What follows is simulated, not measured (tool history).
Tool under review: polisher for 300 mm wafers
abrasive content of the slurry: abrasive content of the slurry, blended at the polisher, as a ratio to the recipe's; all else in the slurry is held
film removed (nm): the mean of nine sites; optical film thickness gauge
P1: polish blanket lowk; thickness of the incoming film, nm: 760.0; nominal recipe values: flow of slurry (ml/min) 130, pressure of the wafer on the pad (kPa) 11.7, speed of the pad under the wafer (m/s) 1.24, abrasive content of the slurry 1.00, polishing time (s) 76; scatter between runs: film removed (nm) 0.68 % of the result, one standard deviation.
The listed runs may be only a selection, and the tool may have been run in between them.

| run | hour | flow of slurry (ml/min) | pressure of the wafer on the pad (kPa) | speed of the pad under the wafer (m/s) | abrasive content of the slurry | polishing time (s) | wafers polished on this pad | hours since the slurry nozzle was cleaned | hours since the head pressure was calibrated | hours since the slurry blender was calibrated | hours since the conditioning disc was replaced | film removed (nm) |
|---|---|---|---|---|---|---|---|---|---|---|---|---|
| 1 | 5.3 | 130 | 11.7 | 1.24 | 1.00 | 76 | 594 | 118.5 | 866.7 | 209.3 | 140.1 | 34.550 |
| 2 | 14.4 | 130 | 11.7 | 1.24 | 1.00 | 76 | 659 | 127.6 | 875.8 | 218.4 | 149.2 | 35.171 |
| 3 | 25.1 | 130 | 11.7 | 1.24 | 1.00 | 100 | 735 | 138.3 | 886.5 | 229.1 | 159.9 | 45.895 |
| 4 | 33.0 | 130 | 11.7 | 1.24 | 1.00 | 36 | 791 | 146.2 | 894.4 | 237.0 | 167.8 | 16.431 |
| 5 | 42.0 | 185 | 11.7 | 1.24 | 1.00 | 76 | 856 | 155.2 | 903.4 | 246.0 | 176.8 | 37.010 |
| 6 | 47.1 | 130 | 11.7 | 0.80 | 0.65 | 76 | 892 | 160.3 | 908.5 | 251.1 | 181.9 | 19.735 |
| 7 | 57.9 | 130 | 11.7 | 0.70 | 1.00 | 76 | 969 | 171.1 | 919.3 | 261.9 | 192.7 | 22.077 |
| 8 | 64.6 | 130 | 11.7 | 1.24 | 1.25 | 102 | 1017 | 177.8 | 926.0 | 268.6 | 199.4 | 51.663 |
| 9 | 71.0 | 130 | 11.7 | 1.78 | 1.00 | 76 | 1062 | 184.2 | 932.4 | 275.0 | 205.8 | 46.510 |
| 10 | 77.9 | 130 | 11.7 | 1.24 | 1.00 | 76 | 1112 | 191.1 | 939.3 | 281.9 | 212.7 | 34.734 |
| 11 | 85.1 | 130 | 11.7 | 1.24 | 1.00 | 76 | 1163 | 198.3 | 946.5 | 289.1 | 219.9 | 34.771 |
| 12 | 90.9 | 130 | 11.7 | 1.24 | 1.00 | 76 | 1204 | 204.1 | 952.3 | 294.9 | 225.7 | 34.868 |
| 13 | 101.3 | 130 | 11.7 | 1.24 | 1.00 | 76 | 1279 | 214.5 | 962.7 | 305.3 | 236.1 | 34.651 |
| 14 | 109.9 | 130 | 11.7 | 1.24 | 1.00 | 76 | 1340 | 223.1 | 971.3 | 313.9 | 244.7 | 34.573 |
| 15 | 117.9 | 130 | 16.5 | 1.24 | 1.00 | 76 | 1397 | 231.1 | 979.3 | 321.9 | 252.7 | 49.608 |
| 16 | 124.3 | 130 | 11.7 | 1.74 | 0.60 | 76 | 1443 | 237.5 | 985.7 | 328.3 | 259.1 | 35.198 |

Run 17 has not been measured yet. What should we expect?
| 17 | 130.2 | 130 | 5.5 | 1.24 | 1.00 | 76 | 1485 | 243.4 | 991.6 | 334.2 | 265.0 | ? |

{"run 17": {"film removed (nm)": 16.201}}
